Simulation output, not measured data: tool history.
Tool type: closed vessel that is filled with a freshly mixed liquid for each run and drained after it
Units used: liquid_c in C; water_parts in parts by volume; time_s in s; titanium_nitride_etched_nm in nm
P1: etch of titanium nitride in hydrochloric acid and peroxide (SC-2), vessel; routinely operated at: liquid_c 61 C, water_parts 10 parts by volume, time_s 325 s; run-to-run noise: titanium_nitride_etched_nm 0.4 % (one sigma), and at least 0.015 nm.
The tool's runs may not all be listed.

run,hour,liquid_c,water_parts,time_s,titanium_nitride_etched_nm
1,7,61,10,325,9.3557
2,16.3,46,10,325,3.5917
3,22.6,61,10,325,9.4815
4,32.5,61,10,110,3.1961
5,41.7,61,10,325,9.3601
# hour 47.1: new drum of peroxide connected
6,51.1,61,10,325,9.4743
7,61.6,61,10,325,9.5127
8,72.7,72,10,325,18.361
9,79.1,61,4,325,18.818
10,92.7,71,10,495,26.461

For run 11, what comes out?
11,99.7,61,10,620,?

{"run 11": {"titanium_nitride_etched_nm": 17.994}}
